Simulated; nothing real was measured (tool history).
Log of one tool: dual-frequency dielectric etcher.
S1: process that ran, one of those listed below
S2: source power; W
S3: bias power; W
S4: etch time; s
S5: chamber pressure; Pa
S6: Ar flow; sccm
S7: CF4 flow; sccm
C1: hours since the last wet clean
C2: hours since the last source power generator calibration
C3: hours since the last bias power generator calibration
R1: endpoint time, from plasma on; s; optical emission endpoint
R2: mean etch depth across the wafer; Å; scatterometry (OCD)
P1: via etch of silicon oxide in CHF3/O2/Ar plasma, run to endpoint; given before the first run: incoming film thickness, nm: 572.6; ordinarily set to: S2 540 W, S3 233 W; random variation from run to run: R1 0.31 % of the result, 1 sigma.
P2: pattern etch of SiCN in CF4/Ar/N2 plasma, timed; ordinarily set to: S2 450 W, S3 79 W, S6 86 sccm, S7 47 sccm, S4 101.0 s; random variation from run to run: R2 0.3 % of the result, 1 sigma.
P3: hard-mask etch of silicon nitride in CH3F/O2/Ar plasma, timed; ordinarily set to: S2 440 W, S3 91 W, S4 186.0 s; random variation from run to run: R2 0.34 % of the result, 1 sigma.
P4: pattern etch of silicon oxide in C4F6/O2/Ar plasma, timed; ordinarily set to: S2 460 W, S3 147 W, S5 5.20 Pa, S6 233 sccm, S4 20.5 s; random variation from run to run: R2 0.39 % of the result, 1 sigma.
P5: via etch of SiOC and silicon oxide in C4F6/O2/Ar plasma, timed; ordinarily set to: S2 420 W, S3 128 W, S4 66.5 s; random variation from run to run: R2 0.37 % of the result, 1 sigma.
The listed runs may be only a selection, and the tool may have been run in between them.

run	day	S1	S2	S3	S4	S5	S6	S7	C1	C2	C3	R1	R2
1	0.312	P1	540	233					170.0	1168.5	437.3	281.48	
2	0.583	P5	560	128	66.5				176.5	1175.0	443.8		806.73
3	1.025	P4	460	188	20.5	5.20	233		187.1	1185.6	454.4		697.34
4	1.412	P5	420	128	42.5				196.4	1194.9	463.7		459.18
5	1.779	P2	450	79	101.0		86	47	205.2	1203.7	472.5		862.23
6	1.988	P2	550	79	101.0		86	47	210.2	1208.7	477.5		1022.10
7	2.325	P4	460	147	20.5	4.20	233		218.3	1216.8	485.6		670.88
8	2.621	P5	420	128	66.5				225.4	1223.9	492.7		720.77
9	2.925	P4	550	147	20.5	5.20	233		232.7	1231.2	500.0		694.31
10	3.338	P3	440	91	186.0				242.6	1241.1	509.9		1413.60
11	3.667	P1	540	286					250.5	1249.0	517.8	260.69	
12	3.929	P1	540	233					256.8	1255.3	524.1	281.37	
13	4.150	P5	420	128	66.5				262.1	1260.6	529.4		721.43
14	4.412	P3	440	91	186.0				268.4	1266.9	535.7		1421.90
15	4.692	P2	450	79	101.0		106	47	275.1	1273.6	542.4		832.20
16	5.142	P1	540	233					285.9	1284.4	553.2	280.44	
17	5.512	P2	450	79	55.5		86	47	294.8	1293.3	562.1		471.99
18	5.796	P2	450	79	101.0		86	32	301.6	1300.1	568.9		807.83
19	6.075	P4	460	147	11.5	5.20	233		308.3	1306.8	575.6		366.29
20	6.338	P1	540	151					314.6	1313.1	581.9	326.11	
21	6.542	P1	540	233					319.5	1318.0	586.8	280.48	
22	6.888	P5	420	96	66.5				327.8	1326.3	595.1		664.65
23	7.112	P1	540	233					333.2	1331.7	600.5	281.68	
24	7.529	P1	420	233					343.2	1341.7	610.5	307.43	
25	7.862	P3	590	91	186.0				351.2	1349.7	618.5		1577.90
26	8.267	P2	450	102	101.0		86	47	360.9	1359.4	628.2		946.41
27	8.554	P3	440	91	107.0				367.8	1366.3	635.1		819.97
28	8.942	P1	540	233					377.1	1375.6	644.4	280.94	
29	9.354	P2	450	79	101.0		86	47	387.0	1385.5	654.3		863.61
30	9.683	P1	690	233					394.9	1393.4	662.2	256.11	
# day 9.854: bias power generator calibrated
31	10.042	P1	340	142					403.5	1402.0	4.6	397.36	
32	10.421	P4	460	147	20.5	5.20	233		412.6	1411.1	13.7		652.85
33	10.742	P4	460	147	20.5	5.20	284		420.3	1418.8	21.4		636.84
34	11.204	P3	440	53	186.0				431.4	1429.9	32.5		1175.70
35	11.558	P1	360	289					439.9	1438.4	41.0	302.11	
36	11.779	P1	540	233					445.2	1443.7	46.3	282.28	
37	12.079	P1	540	233					452.4	1450.9	53.5	280.92	
38	12.279	P1	540	233					457.2	1455.7	58.3	283.19	
39	12.738	P1	540	233					468.2	1466.7	69.3	284.71	
40	13.050	P1	540	233					475.7	1474.2	76.8	285.20	
41	13.450	P1	540	233					485.3	1483.8	86.4	284.24	
42	13.675	P1	540	233					490.7	1489.2	91.8	285.40	
43	14.138	P1	540	233					501.8	1500.3	102.9	286.01	
44	14.371	P1	540	233					507.4	1505.9	108.5	285.73	
# day 14.575: wet clean of the chamber
45	14.654	P1	540	233					1.9	1512.7	115.3	284.66	
46	14.900	P1	540	233					7.8	1518.6	121.2	285.65	
47	15.350	P1	540	233					18.6	1529.4	132.0	287.90	
48	15.550	P1	540	233					23.4	1534.2	136.8	284.45	

What P1 gives has crept away from where it was. These 2 causes fit the log equally well, each at the size given:
A: source power that arrives under what is set, % = 4.09
B: bias power that arrives under what is set, % = 4.34
The drift started at roughly day 12.079.
Every other cause this tool's parts could produce, and why it does not fit the log:
chamber walls in a state that lowers the etch rate, %: was serviced at day 14.575, once the creep was under way, yet the earlier output never came back

Which of the check runs below tells the causes apart, meaning the causes would give it clearly different results? Each run uses 2 wafers whose results are averaged, and each result is shown as a question mark.
check 1	15.750	P2	450	79	101.0		86	47					?
check 2	15.750	P4	460	147	20.5	5.20	233						?
check 3	15.750	P5	420	128	66.5								?
check 4	15.750	P3	440	91	186.0								?

Outcome of each check run for each possible cause:
check	result	if A	if B
check 1	R2	829.30	846.21
check 2	R2	639.03	641.18
check 3	R2	708.02	710.45
check 4	R2	1393.40	1393.10
Smallest distance between any two causes, each pair judged by its most separating result, in per cent: check 1 2.02 %; check 2 0.34 %; check 3 0.34 %; check 4 0.02 %
The other checks would show nearly matching results whichever cause is true, so check 1 is the only one that separates the causes.

Check 1 was carried out, with these results: R2 845.00 Å. Which of the listed causes is responsible?

The correct cause is B, namely: bias power that arrives under what is set, %.
